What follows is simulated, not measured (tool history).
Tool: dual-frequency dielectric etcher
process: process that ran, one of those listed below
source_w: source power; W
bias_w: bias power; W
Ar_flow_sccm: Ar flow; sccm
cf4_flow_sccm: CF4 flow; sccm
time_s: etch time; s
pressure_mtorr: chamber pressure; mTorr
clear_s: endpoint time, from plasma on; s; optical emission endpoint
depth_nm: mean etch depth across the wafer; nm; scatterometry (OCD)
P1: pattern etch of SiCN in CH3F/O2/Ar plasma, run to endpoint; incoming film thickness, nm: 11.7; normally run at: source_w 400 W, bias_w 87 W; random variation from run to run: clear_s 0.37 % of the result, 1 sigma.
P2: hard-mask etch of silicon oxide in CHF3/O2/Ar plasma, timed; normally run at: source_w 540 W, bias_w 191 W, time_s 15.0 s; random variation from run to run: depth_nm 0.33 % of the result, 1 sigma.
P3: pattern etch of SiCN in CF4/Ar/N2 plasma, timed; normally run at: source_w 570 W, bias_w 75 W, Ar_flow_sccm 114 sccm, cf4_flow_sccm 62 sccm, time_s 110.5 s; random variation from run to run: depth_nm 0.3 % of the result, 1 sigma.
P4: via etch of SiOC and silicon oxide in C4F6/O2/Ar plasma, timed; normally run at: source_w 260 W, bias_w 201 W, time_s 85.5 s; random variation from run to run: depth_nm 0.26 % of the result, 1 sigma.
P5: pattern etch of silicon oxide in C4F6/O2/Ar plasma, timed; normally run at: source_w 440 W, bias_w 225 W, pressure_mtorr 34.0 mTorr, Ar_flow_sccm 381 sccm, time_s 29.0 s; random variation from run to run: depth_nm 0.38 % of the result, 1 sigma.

run	day	process	source_w	bias_w	Ar_flow_sccm	cf4_flow_sccm	time_s	pressure_mtorr	clear_s	depth_nm
1	0.292	P1	400	87					28.416	
2	0.662	P1	520	62					28.974	
3	0.908	P3	570	75	88	62	110.5			121.280
4	1.167	P1	400	87					28.627	
5	1.550	P3	570	75	114	62	110.5			116.100
6	1.829	P5	440	225	381		22.5	34.0		75.904
7	2.050	P1	400	87					28.573	
8	2.288	P1	400	87					28.399	
9	2.612	P5	440	225	232		29.0	34.0		103.010
10	2.900	P4	260	201			57.0			56.614
11	3.175	P1	280	110					29.659	
12	3.354	P1	400	114					25.664	
13	3.579	P3	350	75	114	62	110.5			75.415
14	3.942	P2	760	191			15.0			32.786
15	4.283	P4	260	201			85.5			85.102
16	4.521	P5	440	225	381		29.0	44.5		94.029
17	4.900	P2	540	191			15.0			28.914
18	5.188	P3	570	44	114	62	110.5			96.743
19	5.412	P1	400	87					28.433	
20	5.683	P4	260	201			85.5			84.911
21	6.017	P2	540	143			15.0			26.108
22	6.225	P3	570	75	114	62	110.5			116.380
23	6.442	P3	570	75	114	39	110.5			108.320
24	6.646	P4	260	241			85.5			90.583
25	6.946	P1	500	87					26.281	
26	7.208	P3	570	75	114	62	146.0			153.560
# day 7.400: source power generator calibrated
27	7.412	P5	440	283	381		29.0	34.0		104.050
28	7.633	P1	300	66					34.993	
29	7.921	P4	320	201			85.5			91.729
30	8.275	P2	540	191			22.0			42.159
31	8.496	P1	400	87					28.524	
32	8.854	P1	320	87					30.718	
33	9.096	P1	400	64					31.620	
34	9.471	P5	440	225	381		29.0	34.0		98.273
35	9.762	P5	600	225	381		29.0	34.0		109.950
36	10.150	P5	440	225	381		29.0	34.0		97.211
37	10.488	P1	400	87					28.465	
38	10.767	P1	400	87					28.531	
39	11.138	P1	400	87					28.925	
40	11.396	P1	400	87					28.859	
41	11.579	P1	400	87					28.746	
42	11.854	P1	400	87					28.920	
43	12.196	P1	400	87					28.780	
# day 12.321: wet clean of the chamber
44	12.471	P1	400	87					28.877	
45	12.788	P1	400	87					29.036	
46	13.000	P1	400	87					28.833	

What P1 gives has crept away from where it was. These 2 causes fit the log equally well, each at the size given:
A: bias power that arrives under what is set, % = 4.9
B: source power that arrives under what is set, % = 4.82
The creep began at about day 10.488.
Why every other cause is out:
chamber walls in a state that lowers the etch rate, %: serviced at day 12.321, which brought nothing back

4 check runs are offered, one wafer each, their results left as question marks. Which one tells the causes apart?
check 1	13.212	P2	540	191			22.0			?
check 2	13.212	P5	580	225	381		29.0	34.0		?
check 3	13.212	P3	440	75	114	62	110.5			?
check 4	13.212	P4	310	201			59.5			?

What each check would give under each cause:
check	result	if A	if B
check 1	depth_nm	41.566	41.498
check 2	depth_nm	106.630	106.300
check 3	depth_nm	91.084	88.845
check 4	depth_nm	62.176	62.042
How far apart the two closest causes lie, in the result that separates them most: check 1 0.16 %; check 2 0.3 %; check 3 2.49 %; check 4 0.22 %
Only check 3 tells the causes apart: in the others they would give nearly the same result.

Check 3 was then run and gave: depth_nm 88.732 nm. Which cause is it?

It is B: source power that arrives under what is set, %.

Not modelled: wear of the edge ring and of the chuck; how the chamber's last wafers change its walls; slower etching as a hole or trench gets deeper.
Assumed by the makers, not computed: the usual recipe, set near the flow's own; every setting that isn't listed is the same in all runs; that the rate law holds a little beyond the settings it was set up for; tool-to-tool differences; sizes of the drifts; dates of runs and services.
